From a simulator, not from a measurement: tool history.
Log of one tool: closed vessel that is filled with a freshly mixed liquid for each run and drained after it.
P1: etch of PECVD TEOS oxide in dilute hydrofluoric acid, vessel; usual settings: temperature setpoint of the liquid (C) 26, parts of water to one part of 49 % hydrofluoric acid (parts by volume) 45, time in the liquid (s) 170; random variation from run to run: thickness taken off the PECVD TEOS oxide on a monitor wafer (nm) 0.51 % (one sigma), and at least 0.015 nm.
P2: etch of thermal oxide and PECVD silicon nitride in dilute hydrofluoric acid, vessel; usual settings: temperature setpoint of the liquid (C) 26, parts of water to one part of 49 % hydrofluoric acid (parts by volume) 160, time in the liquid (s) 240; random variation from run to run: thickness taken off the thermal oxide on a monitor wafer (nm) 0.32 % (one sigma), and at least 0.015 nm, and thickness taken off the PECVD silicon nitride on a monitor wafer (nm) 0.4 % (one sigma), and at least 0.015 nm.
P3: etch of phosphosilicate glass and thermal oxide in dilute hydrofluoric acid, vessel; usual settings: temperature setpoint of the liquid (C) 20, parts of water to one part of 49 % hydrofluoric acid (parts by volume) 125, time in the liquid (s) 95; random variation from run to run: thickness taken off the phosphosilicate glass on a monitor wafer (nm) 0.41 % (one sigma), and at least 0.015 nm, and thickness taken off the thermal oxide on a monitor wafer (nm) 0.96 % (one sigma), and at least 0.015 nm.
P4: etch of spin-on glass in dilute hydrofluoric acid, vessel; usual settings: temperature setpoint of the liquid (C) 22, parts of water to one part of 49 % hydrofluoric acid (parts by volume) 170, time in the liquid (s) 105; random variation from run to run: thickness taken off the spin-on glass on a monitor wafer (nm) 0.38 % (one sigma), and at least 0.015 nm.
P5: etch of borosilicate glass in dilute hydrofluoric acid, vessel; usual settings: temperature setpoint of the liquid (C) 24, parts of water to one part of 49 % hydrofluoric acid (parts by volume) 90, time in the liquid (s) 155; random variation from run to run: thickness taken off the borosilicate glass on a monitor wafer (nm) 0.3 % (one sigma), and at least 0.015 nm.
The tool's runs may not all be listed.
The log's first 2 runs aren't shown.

run,day,process that ran,temperature setpoint of the liquid (C),parts of water to one part of 49 % hydrofluoric acid (parts by volume),time in the liquid (s),hours since the thermometer was replaced,hours since the hydrofluoric acid flow meter was replaced,thickness taken off the PECVD TEOS oxide on a monitor wafer (nm),thickness taken off the borosilicate glass on a monitor wafer (nm),thickness taken off the thermal oxide on a monitor wafer (nm),thickness taken off the PECVD silicon nitride on a monitor wafer (nm),thickness taken off the phosphosilicate glass on a monitor wafer (nm),thickness taken off the spin-on glass on a monitor wafer (nm)
3,1.233,P1,26,45,305,554.8,801.6,100.16,,,,,
4,1.717,P2,26,160,240,566.4,813.2,,,6.9428,9.9284,,
5,2.179,P3,20,55,95,577.5,824.3,,,7.1348,,128.66,
6,2.458,P1,26,70,170,584.2,831,34.872,,,,,
7,2.962,P2,26,160,450,596.3,843.1,,,13.193,18.599,,
8,3.404,P3,26,125,95,606.9,853.7,,,3.6543,,66.836,
9,3.75,P2,20,160,240,615.2,862,,,5.5539,6.7462,,
10,4.254,P5,24,90,230,627.3,874.1,,47.841,,,,
11,4.783,P1,26,45,170,640,886.8,55.987,,,,,
12,5.179,P4,22,170,190,649.5,896.3,,,,,,53.055
# day 5.525: thermometer replaced
13,5.65,P3,20,125,50,3,907.6,,,1.5401,,27.595,
14,6.096,P1,26,45,170,13.7,918.3,55.972,,,,,
15,6.4,P1,18,45,260,21,925.6,61.152,,,,,
# day 6.712: hydrofluoric acid flow meter replaced
16,6.9,P4,22,90,105,33,4.5,,,,,,60.899
17,7.338,P5,24,90,155,43.5,15,,32.399,,,,
18,7.758,P4,22,170,105,53.6,25.1,,,,,,29.22
19,8.196,P1,26,45,170,64.1,35.6,55.681,,,,,
20,8.738,P1,30,45,170,77.1,48.6,65.905,,,,,
21,9.146,P5,24,90,155,86.9,58.4,,32.404,,,,
22,9.496,P3,20,125,95,95.3,66.8,,,2.9084,,52.3,
23,9.892,P3,20,125,95,104.8,76.3,,,2.8827,,52.143,
24,10.142,P1,19,45,285,110.8,82.3,69.978,,,,,
25,10.625,P2,26,160,240,122.4,93.9,,,6.9801,9.9923,,

The next listed run, before its measurement:
26,11.021,P1,21.5,45,170,131.9,103.4,?,,,,,

thickness taken off the PECVD TEOS oxide on a monitor wafer (nm): 46.267
